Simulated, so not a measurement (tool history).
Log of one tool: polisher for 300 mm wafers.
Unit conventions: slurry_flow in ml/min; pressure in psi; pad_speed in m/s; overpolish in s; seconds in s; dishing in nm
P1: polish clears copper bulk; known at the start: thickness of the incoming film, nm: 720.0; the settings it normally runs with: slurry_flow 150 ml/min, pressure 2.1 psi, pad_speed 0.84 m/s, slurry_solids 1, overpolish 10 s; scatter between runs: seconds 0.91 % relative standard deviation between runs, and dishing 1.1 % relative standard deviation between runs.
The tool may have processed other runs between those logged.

run	hour	slurry_flow	pressure	pad_speed	slurry_solids	overpolish	wafers polished on this pad	hours since the slurry nozzle was cleaned	hours since the head pressure was calibrated	hours since the slurry blender was calibrated	seconds	dishing
1	10.4	150	2.1	0.84	1	10	518	284.1	235	271.4	138.82	35.401
2	24.8	150	2.1	0.84	1	10	652	298.5	249.4	285.8	138.66	36.077
3	32.7	150	2.1	1.28	1	17	725	306.4	257.3	293.7	90.26	71.751
4	46.2	150	2.1	0.84	1	10	851	319.9	270.8	307.2	139.95	35.063
5	60.7	150	2.7	0.84	1	10	986	334.4	285.3	321.7	107.53	44.816
6	74.1	90	2.1	0.84	1	10	1111	347.8	298.7	335.1	154.67	31.914
7	84.1	150	2.1	0.84	1	16	1204	357.8	308.7	345.1	139.4	52.621
8	99.1	150	2.1	0.84	1.3	10	1344	372.8	323.7	360.1	130.02	37.264
9	109	150	1.2	0.84	1	10	1436	382.7	333.6	370	242.4	20.685
10	118.2	150	2.1	0.4	1	10	1521	391.9	342.8	379.2	293	18.35
11	133.7	150	2.1	0.84	1	3	1666	407.4	358.3	394.7	138.43	11.743
12	143.6	150	2.1	0.84	1	10	1758	417.3	368.2	404.6	138.03	35.757
13	157.9	150	2.1	0.84	1	10	1891	431.6	382.5	418.9	137.68	35.367
14	170.1	150	2.1	0.84	0.5	10	2004	443.8	394.7	431.1	161.22	31.177
15	180.4	150	2.1	0.84	1	10	2100	454.1	405	441.4	137.42	35.478
16	191.3	150	2.1	0.84	1.2	18	2202	465	415.9	452.3	133.18	57.772
17	202.4	215	2.1	0.84	1	10	2305	476.1	427	463.4	132.37	36.906
18	212.9	150	2.1	1.3	1	10	2403	486.6	437.5	473.9	89.844	50.113
19	224.1	150	2.1	0.84	1	10	2507	497.8	448.7	485.1	140.07	35.376
20	238.5	150	2.1	0.84	1	10	2641	512.2	463.1	499.5	144.57	34.042
21	246.6	150	2.1	0.84	1	10	2716	520.3	471.2	507.6	147.69	33.14
22	259.5	150	2.1	0.84	1	10	2836	533.2	484.1	520.5	149.96	33.125
# hour 273.4: slurry blender recalibrated
23	275.2	150	2.1	0.84	1	10	2983	548.9	499.8	1.8	149.51	32.428
24	284.8	150	2.1	0.84	1	10	3072	558.5	509.4	11.4	153.31	33.14
# hour 290.4: head pressure recalibrated
25	297.4	150	2.1	0.84	1	10	3189	571.1	7	24	153.64	31.711
26	311.2	150	2.1	0.84	1	10	3318	584.9	20.8	37.8	153.31	32.564
27	322.3	150	2.1	0.84	1	10	3421	596	31.9	48.9	152.91	32.492
28	336.4	150	2.1	0.84	1	10	3552	610.1	46	63	154.93	32.391

What P1 gives has crept off from where it sat before. The 2 causes that follow fit the log equally well, each at the size noted:
A: slurry flow missing at the pad, % = 37.9
B: removal rate lost through wear of the pad, % = 9.74
The onset of the drift is placed at about hour 224.1.
What rules out each remaining cause:
head's pressure below its setpoint, %: serviced at hour 290.4, after the drift had started, without restoring the earlier output
abrasive missing from the slurry, %: serviced at hour 273.4, after the drift had started, without restoring the earlier output

Which of the check runs below tells the causes apart, meaning the causes would give it clearly different results? Each run uses 2 wafers whose results are averaged, and each result is shown as a question mark.
check 1	350.5	150	2.1	1.26	1	10					?	?
check 2	350.5	150	2.1	0.48	0.6	10					?	?
check 3	350.5	150	2.1	1.06	0.6	10					?	?
check 4	350.5	90	2.1	0.84	1.2	10					?	?

What every check run would give for each of its results, assuming each possible cause in turn:
check	result	if A	if B
check 1	seconds	102.55	102.55
check 1	dishing	45.425	45.428
check 2	seconds	299.33	299.31
check 2	dishing	17.74	17.741
check 3	seconds	135.55	135.53
check 3	dishing	36.049	36.052
check 4	seconds	175.07	165.35
check 4	dishing	28.877	30.364
Gap, in per cent, between the two causes that each check separates least, read from the result that separates them most: check 1 0.01 %; check 2 0.01 %; check 3 0.01 %; check 4 5.71 %
Check 4 is the one run that separates the causes; every other check would come out nearly the same whichever cause is at work.

With check 4 done, the readings were: seconds 167.39 s; dishing 30.302 nm. Identify which of the listed causes applies.

Of the candidate causes, it is B: removal rate lost through wear of the pad, %.

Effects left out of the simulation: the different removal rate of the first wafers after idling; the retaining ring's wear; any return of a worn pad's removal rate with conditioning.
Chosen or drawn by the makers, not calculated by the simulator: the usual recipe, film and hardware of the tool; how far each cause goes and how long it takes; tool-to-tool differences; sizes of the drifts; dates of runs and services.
